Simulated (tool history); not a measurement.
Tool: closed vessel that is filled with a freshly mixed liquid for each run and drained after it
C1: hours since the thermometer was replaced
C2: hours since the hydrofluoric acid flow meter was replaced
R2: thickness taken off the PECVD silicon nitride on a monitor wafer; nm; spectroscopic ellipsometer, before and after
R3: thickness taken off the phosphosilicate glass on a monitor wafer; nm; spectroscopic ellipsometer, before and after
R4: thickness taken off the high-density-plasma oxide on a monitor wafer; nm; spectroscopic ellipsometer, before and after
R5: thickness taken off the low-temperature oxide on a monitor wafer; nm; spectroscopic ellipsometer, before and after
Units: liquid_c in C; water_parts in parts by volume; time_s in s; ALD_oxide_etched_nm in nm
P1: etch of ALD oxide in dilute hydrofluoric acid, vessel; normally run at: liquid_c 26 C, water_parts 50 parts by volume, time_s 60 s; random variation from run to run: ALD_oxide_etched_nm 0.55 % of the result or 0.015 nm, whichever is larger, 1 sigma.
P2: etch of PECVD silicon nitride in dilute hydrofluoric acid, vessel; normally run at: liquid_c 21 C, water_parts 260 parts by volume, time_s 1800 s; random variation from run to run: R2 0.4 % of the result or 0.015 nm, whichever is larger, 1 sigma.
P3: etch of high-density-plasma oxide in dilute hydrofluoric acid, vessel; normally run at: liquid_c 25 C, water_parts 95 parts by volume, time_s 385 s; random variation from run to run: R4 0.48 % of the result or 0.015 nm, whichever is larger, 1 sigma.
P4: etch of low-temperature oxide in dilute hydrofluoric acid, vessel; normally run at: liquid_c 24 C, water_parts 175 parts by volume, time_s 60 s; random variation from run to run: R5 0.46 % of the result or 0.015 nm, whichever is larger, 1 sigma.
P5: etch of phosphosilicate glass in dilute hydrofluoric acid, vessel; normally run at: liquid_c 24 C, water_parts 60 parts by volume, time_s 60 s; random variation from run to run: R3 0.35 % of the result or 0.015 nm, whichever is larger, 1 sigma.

Run 1, hour 4.7: process P1, liquid_c 26 C, water_parts 50 parts by volume, time_s 60 s; C1 482.2; C2 944.4. Result: ALD_oxide_etched_nm 32.409 nm.
Run 2, hour 10.9: process P1, liquid_c 26 C, water_parts 50 parts by volume, time_s 60 s; C1 488.4; C2 950.6. Result: ALD_oxide_etched_nm 32.386 nm.
Run 3, hour 16: process P2, liquid_c 21 C, water_parts 260 parts by volume, time_s 1800 s; C1 493.5; C2 955.7. Result: R2 32.998 nm.
Run 4, hour 19.9: process P5, liquid_c 24 C, water_parts 60 parts by volume, time_s 60 s; C1 497.4; C2 959.6. Result: R3 116.3 nm.
Run 5, hour 24.4: process P3, liquid_c 25 C, water_parts 95 parts by volume, time_s 625 s; C1 501.9; C2 964.1. Result: R4 34.816 nm.
Run 6, hour 28.6: process P1, liquid_c 26 C, water_parts 75 parts by volume, time_s 60 s; C1 506.1; C2 968.3. Result: ALD_oxide_etched_nm 20.862 nm.
Run 7, hour 36.2: process P1, liquid_c 26 C, water_parts 50 parts by volume, time_s 30 s; C1 513.7; C2 975.9. Result: ALD_oxide_etched_nm 16.205 nm.
Run 8, hour 43.7: process P1, liquid_c 26 C, water_parts 50 parts by volume, time_s 60 s; C1 521.2; C2 983.4. Result: ALD_oxide_etched_nm 32.691 nm.
Run 9, hour 49.2: process P4, liquid_c 24 C, water_parts 50 parts by volume, time_s 60 s; C1 526.7; C2 988.9. Result: R5 24.777 nm.
At hour 51: thermometer replaced.
Run 10, hour 56.7: process P5, liquid_c 24 C, water_parts 60 parts by volume, time_s 110 s; C1 5.8; C2 996.4. Result: R3 214.41 nm.
Run 11, hour 60.9: process P4, liquid_c 17.5 C, water_parts 175 parts by volume, time_s 60 s; C1 10; C2 1000.6. Result: R5 4.6797 nm.
Run 12, hour 68: process P2, liquid_c 21 C, water_parts 260 parts by volume, time_s 1800 s; C1 17.1; C2 1007.7. Result: R2 32.908 nm.
Run 13, hour 75.6: process P5, liquid_c 29 C, water_parts 60 parts by volume, time_s 60 s; C1 24.7; C2 1015.3. Result: R3 141.79 nm.
Run 14, hour 81.1: process P1, liquid_c 26 C, water_parts 50 parts by volume, time_s 60 s; C1 30.2; C2 1020.8. Result: ALD_oxide_etched_nm 32.19 nm.
Run 15, hour 84.5: process P1, liquid_c 19 C, water_parts 50 parts by volume, time_s 60 s; C1 33.6; C2 1024.2. Result: ALD_oxide_etched_nm 24.242 nm.
Run 16, hour 90: process P3, liquid_c 32 C, water_parts 95 parts by volume, time_s 385 s; C1 39.1; C2 1029.7. Result: R4 28.219 nm.
Run 17, hour 95.2: process P3, liquid_c 25 C, water_parts 175 parts by volume, time_s 385 s; C1 44.3; C2 1034.9. Result: R4 10.672 nm.
Run 18, hour 100.6: process P1, liquid_c 33.5 C, water_parts 50 parts by volume, time_s 30 s; C1 49.7; C2 1040.3. Result: ALD_oxide_etched_nm 21.573 nm.
Run 19, hour 105.3: process P1, liquid_c 26 C, water_parts 50 parts by volume, time_s 90 s; C1 54.4; C2 1045. Result: ALD_oxide_etched_nm 48.179 nm.
Run 20, hour 112: process P3, liquid_c 25 C, water_parts 95 parts by volume, time_s 385 s; C1 61.1; C2 1051.7. Result: R4 21.782 nm.
Run 21, hour 118.5: process P5, liquid_c 24 C, water_parts 25 parts by volume, time_s 60 s; C1 67.6; C2 1058.2. Result: R3 294.37 nm.
Run 22, hour 123.2: process P4, liquid_c 24 C, water_parts 175 parts by volume, time_s 95 s; C1 72.3; C2 1062.9. Result: R5 9.4498 nm.
Run 23, hour 130.1: process P1, liquid_c 26 C, water_parts 50 parts by volume, time_s 60 s; C1 79.2; C2 1069.8. Result: ALD_oxide_etched_nm 32.238 nm.
Run 24, hour 136.7: process P1, liquid_c 26 C, water_parts 25 parts by volume, time_s 60 s; C1 85.8; C2 1076.4. Result: ALD_oxide_etched_nm 67.178 nm.
Run 25, hour 142.6: process P2, liquid_c 17 C, water_parts 260 parts by volume, time_s 1800 s; C1 91.7; C2 1082.3. Result: R2 25.386 nm.
Run 26, hour 148.1: process P1, liquid_c 26 C, water_parts 50 parts by volume, time_s 60 s; C1 97.2; C2 1087.8. Result: ALD_oxide_etched_nm 32.341 nm.
Run 27, hour 153.6: process P1, liquid_c 30.5 C, water_parts 50 parts by volume, time_s 60 s; C1 102.7; C2 1093.3. Result: ALD_oxide_etched_nm 38.415 nm.
Run 28, hour 158.7: process P1, liquid_c 19 C, water_parts 85 parts by volume, time_s 60 s; C1 107.8; C2 1098.4. Result: ALD_oxide_etched_nm 13.615 nm.
Run 29, hour 162.2: process P2, liquid_c 21 C, water_parts 60 parts by volume, time_s 1800 s; C1 111.3; C2 1101.9. Result: R2 138.72 nm.
Run 30, hour 169.8: process P4, liquid_c 24 C, water_parts 175 parts by volume, time_s 60 s; C1 118.9; C2 1109.5. Result: R5 6.0663 nm.
Run 31, hour 176.5: process P2, liquid_c 21 C, water_parts 260 parts by volume, time_s 360 s; C1 125.6; C2 1116.2. Result: R2 6.5802 nm.
Run 32, hour 181.1: process P1, liquid_c 26 C, water_parts 50 parts by volume, time_s 60 s; C1 130.2; C2 1120.8. Result: ALD_oxide_etched_nm 32.053 nm.
Run 33, hour 187.5: process P1, liquid_c 26 C, water_parts 50 parts by volume, time_s 60 s; C1 136.6; C2 1127.2. Result: ALD_oxide_etched_nm 31.027 nm.
Run 34, hour 192.6: process P1, liquid_c 26 C, water_parts 50 parts by volume, time_s 60 s; C1 141.7; C2 1132.3. Result: ALD_oxide_etched_nm 30.555 nm.
Run 35, hour 196.3: process P1, liquid_c 26 C, water_parts 50 parts by volume, time_s 60 s; C1 145.4; C2 1136. Result: ALD_oxide_etched_nm 30.347 nm.
Run 36, hour 200.3: process P1, liquid_c 26 C, water_parts 50 parts by volume, time_s 60 s; C1 149.4; C2 1140. Result: ALD_oxide_etched_nm 30.425 nm.
Run 37, hour 205.1: process P1, liquid_c 26 C, water_parts 50 parts by volume, time_s 60 s; C1 154.2; C2 1144.8. Result: ALD_oxide_etched_nm 30.299 nm.
Run 38, hour 209.9: process P1, liquid_c 26 C, water_parts 50 parts by volume, time_s 60 s; C1 159; C2 1149.6. Result: ALD_oxide_etched_nm 29.924 nm.
Run 39, hour 213.5: process P1, liquid_c 26 C, water_parts 50 parts by volume, time_s 60 s; C1 162.6; C2 1153.2. Result: ALD_oxide_etched_nm 30.146 nm.

What P1 gives has crept away from where it was. These 2 causes fit the log equally well, each at the size given:
A: liquid colder than its thermometer reads (K) = 1.65
B: hydrofluoric acid flow below the setpoint (%) = 6.08
The creep began at about hour 181.1.

4 check runs are offered, one wafer each, their results left as question marks. Which one tells the causes apart?
Run check 1, hour 217.1: process P4, liquid_c 24 C, water_parts 175 parts by volume, time_s 60 s. Result: R5 ?.
Run check 2, hour 217.1: process P2, liquid_c 21 C, water_parts 260 parts by volume, time_s 1800 s. Result: R2 ?.
Run check 3, hour 217.1: process P5, liquid_c 24 C, water_parts 60 parts by volume, time_s 60 s. Result: R3 ?.
Run check 4, hour 217.1: process P3, liquid_c 25 C, water_parts 95 parts by volume, time_s 385 s. Result: R4 ?.

What each check would give under each cause:
  check  result    if A    if B
check 1      R5  5.6715  5.6002
check 2      R2    29.6  30.959
check 3      R3     109  109.01
check 4      R4  20.287  20.186
How far apart the two closest causes lie, in the result that separates them most: check 1 1.26 %; check 2 4.49 %; check 3 0.01 %; check 4 0.5 %
Check 2 tells the causes apart: in the others they would give nearly the same result.

Then check 2 was run and gave: R2 31.042 nm. Which cause is it?

It is B: hydrofluoric acid flow below the setpoint (%).

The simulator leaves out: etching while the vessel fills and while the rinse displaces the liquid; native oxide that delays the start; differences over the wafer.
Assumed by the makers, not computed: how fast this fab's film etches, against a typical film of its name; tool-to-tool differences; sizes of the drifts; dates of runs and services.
